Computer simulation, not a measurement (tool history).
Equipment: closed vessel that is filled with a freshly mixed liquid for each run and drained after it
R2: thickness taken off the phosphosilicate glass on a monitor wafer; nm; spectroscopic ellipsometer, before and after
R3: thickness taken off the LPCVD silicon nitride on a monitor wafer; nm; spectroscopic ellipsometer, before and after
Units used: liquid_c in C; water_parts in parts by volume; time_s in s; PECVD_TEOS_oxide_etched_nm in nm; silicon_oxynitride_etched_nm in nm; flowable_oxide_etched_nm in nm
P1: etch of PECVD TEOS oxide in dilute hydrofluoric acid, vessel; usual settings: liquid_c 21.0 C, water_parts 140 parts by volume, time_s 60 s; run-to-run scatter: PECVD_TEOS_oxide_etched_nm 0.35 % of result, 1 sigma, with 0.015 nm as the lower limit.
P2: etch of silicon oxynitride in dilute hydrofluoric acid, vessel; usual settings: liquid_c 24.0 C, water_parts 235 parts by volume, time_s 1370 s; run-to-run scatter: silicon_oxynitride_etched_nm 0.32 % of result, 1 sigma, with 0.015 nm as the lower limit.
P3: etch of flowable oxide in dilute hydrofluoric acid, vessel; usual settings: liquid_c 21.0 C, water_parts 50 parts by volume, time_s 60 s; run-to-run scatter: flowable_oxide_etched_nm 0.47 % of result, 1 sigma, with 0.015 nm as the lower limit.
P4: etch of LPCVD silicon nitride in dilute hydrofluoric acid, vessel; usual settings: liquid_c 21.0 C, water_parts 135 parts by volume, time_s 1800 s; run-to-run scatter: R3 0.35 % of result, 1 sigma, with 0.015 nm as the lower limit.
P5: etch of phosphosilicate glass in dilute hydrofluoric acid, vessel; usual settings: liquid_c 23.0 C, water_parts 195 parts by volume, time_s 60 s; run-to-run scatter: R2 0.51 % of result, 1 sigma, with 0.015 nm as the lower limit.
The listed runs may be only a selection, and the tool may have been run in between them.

run 1 hour=6.2 | process=P1 liquid_c=21.0 water_parts=140 time_s=60 | PECVD_TEOS_oxide_etched_nm=8.6473
run 2 hour=16.7 | process=P5 liquid_c=23.0 water_parts=95 time_s=60 | R2=70.817
run 3 hour=25.0 | process=P1 liquid_c=21.0 water_parts=140 time_s=30 | PECVD_TEOS_oxide_etched_nm=4.3105
run 4 hour=31.5 | process=P5 liquid_c=23.0 water_parts=195 time_s=105 | R2=54.142
run 5 hour=42.8 | process=P4 liquid_c=21.0 water_parts=135 time_s=1800 | R3=6.5954
run 6 hour=50.6 | process=P5 liquid_c=23.0 water_parts=195 time_s=60 | R2=31.071
run 7 hour=62.2 | process=P1 liquid_c=21.0 water_parts=140 time_s=60 | PECVD_TEOS_oxide_etched_nm=8.6549
run 8 hour=72.1 | process=P1 liquid_c=21.0 water_parts=85 time_s=60 | PECVD_TEOS_oxide_etched_nm=15.1440
run 9 hour=81.7 | process=P1 liquid_c=26.0 water_parts=140 time_s=60 | PECVD_TEOS_oxide_etched_nm=10.4480
run 10 hour=92.3 | process=P1 liquid_c=17.0 water_parts=140 time_s=105 | PECVD_TEOS_oxide_etched_nm=12.8390
run 11 hour=101.5 | process=P1 liquid_c=21.0 water_parts=140 time_s=105 | PECVD_TEOS_oxide_etched_nm=15.1870
run 12 hour=108.8 | process=P1 liquid_c=21.0 water_parts=95 time_s=30 | PECVD_TEOS_oxide_etched_nm=6.7090
run 13 hour=116.3 | process=P1 liquid_c=21.0 water_parts=140 time_s=60 | PECVD_TEOS_oxide_etched_nm=8.6489
run 14 hour=122.2 | process=P2 liquid_c=32.5 water_parts=235 time_s=1370 | silicon_oxynitride_etched_nm=25.1800
run 15 hour=131.1 | process=P1 liquid_c=17.0 water_parts=140 time_s=60 | PECVD_TEOS_oxide_etched_nm=7.3447
-- hour=137.8 thermometer replaced
run 16 hour=142.4 | process=P3 liquid_c=29.0 water_parts=50 time_s=60 | flowable_oxide_etched_nm=56.617
run 17 hour=153.8 | process=P3 liquid_c=21.0 water_parts=90 time_s=60 | flowable_oxide_etched_nm=21.654
run 18 hour=164.1 | process=P3 liquid_c=21.0 water_parts=50 time_s=60 | flowable_oxide_etched_nm=40.751
run 19 hour=172.3 | process=P2 liquid_c=24.0 water_parts=235 time_s=2105 | silicon_oxynitride_etched_nm=27.1150
run 20 hour=181.6 | process=P2 liquid_c=24.0 water_parts=235 time_s=1370 | silicon_oxynitride_etched_nm=17.6060
run 21 hour=186.6 | process=P4 liquid_c=21.0 water_parts=135 time_s=1800 | R3=6.6173
run 22 hour=196.1 | process=P1 liquid_c=21.0 water_parts=140 time_s=60 | PECVD_TEOS_oxide_etched_nm=8.6502
run 23 hour=205.4 | process=P1 liquid_c=21.0 water_parts=140 time_s=60 | PECVD_TEOS_oxide_etched_nm=8.6864
run 24 hour=213.4 | process=P5 liquid_c=17.0 water_parts=195 time_s=60 | R2=24.312
run 25 hour=224.0 | process=P1 liquid_c=17.0 water_parts=140 time_s=85 | PECVD_TEOS_oxide_etched_nm=10.3690
run 26 hour=235.0 | process=P3 liquid_c=21.0 water_parts=50 time_s=100 | flowable_oxide_etched_nm=67.896
run 27 hour=241.6 | process=P4 liquid_c=21.0 water_parts=135 time_s=3010 | R3=11.0320
run 28 hour=248.0 | process=P4 liquid_c=21.0 water_parts=30 time_s=1800 | R3=28.6890
run 29 hour=256.2 | process=P4 liquid_c=25.5 water_parts=135 time_s=1800 | R3=8.8175
run 30 hour=263.2 | process=P2 liquid_c=24.0 water_parts=235 time_s=1370 | silicon_oxynitride_etched_nm=17.7740
run 31 hour=269.0 | process=P2 liquid_c=24.0 water_parts=390 time_s=1370 | silicon_oxynitride_etched_nm=9.6092
run 32 hour=278.8 | process=P1 liquid_c=21.0 water_parts=240 time_s=60 | PECVD_TEOS_oxide_etched_nm=4.5600
run 33 hour=284.2 | process=P1 liquid_c=21.0 water_parts=140 time_s=60 | PECVD_TEOS_oxide_etched_nm=8.6353
run 34 hour=293.0 | process=P1 liquid_c=21.0 water_parts=140 time_s=60 | PECVD_TEOS_oxide_etched_nm=8.9425
run 35 hour=302.7 | process=P1 liquid_c=21.0 water_parts=140 time_s=60 | PECVD_TEOS_oxide_etched_nm=9.1138
run 36 hour=312.4 | process=P1 liquid_c=21.0 water_parts=140 time_s=60 | PECVD_TEOS_oxide_etched_nm=9.2558
run 37 hour=318.8 | process=P1 liquid_c=21.0 water_parts=140 time_s=60 | PECVD_TEOS_oxide_etched_nm=9.2559
run 38 hour=325.6 | process=P1 liquid_c=21.0 water_parts=140 time_s=60 | PECVD_TEOS_oxide_etched_nm=9.2852
run 39 hour=334.9 | process=P1 liquid_c=21.0 water_parts=140 time_s=60 | PECVD_TEOS_oxide_etched_nm=9.3575
run 40 hour=344.8 | process=P1 liquid_c=21.0 water_parts=140 time_s=60 | PECVD_TEOS_oxide_etched_nm=9.3232
run 41 hour=350.3 | process=P1 liquid_c=21.0 water_parts=140 time_s=60 | PECVD_TEOS_oxide_etched_nm=9.3813
run 42 hour=359.0 | process=P1 liquid_c=21.0 water_parts=140 time_s=60 | PECVD_TEOS_oxide_etched_nm=9.3819

P1 no longer gives what it gave before; its output has crept away from where it was. The following 2 causes, each at its listed size, fit the log equally well:
A: hydrofluoric acid flow above the setpoint (%) = 7.3
B: liquid hotter than its thermometer reads (K) = 2.06
The creep began at about hour 284.2.

Below are 4 check runs, each on a single wafer, with their results shown as question marks. Which of them would tell the listed causes apart, meaning the causes would give clearly different results under it?
run check 1 hour=367.7 | process=P4 liquid_c=21.0 water_parts=45 time_s=2450 | R3=?
run check 2 hour=367.7 | process=P3 liquid_c=29.0 water_parts=50 time_s=60 | flowable_oxide_etched_nm=?
run check 3 hour=367.7 | process=P2 liquid_c=32.0 water_parts=235 time_s=1370 | silicon_oxynitride_etched_nm=?
run check 4 hour=367.7 | process=P5 liquid_c=23.0 water_parts=135 time_s=85 | R2=?

How each check would come out, cause by cause:
check=check_1 result=R3 if_A=28.1560 if_B=30.2840
check=check_2 result=flowable_oxide_etched_nm if_A=61.018 if_B=61.341
check=check_3 result=silicon_oxynitride_etched_nm if_A=26.9050 if_B=26.8120
check=check_4 result=R2 if_A=73.211 if_B=73.109
Per-check spread between the two closest causes, in the result where they differ most: check 1 7.29 %; check 2 0.53 %; check 3 0.35 %; check 4 0.14 %
Of the check runs offered, only check 1 discriminates between the causes; the rest would read about the same regardless of which cause applies.

With check 1 done, the readings were: R3 30.3800 nm. Identify which of the listed causes applies.

It is B: liquid hotter than its thermometer reads (K).
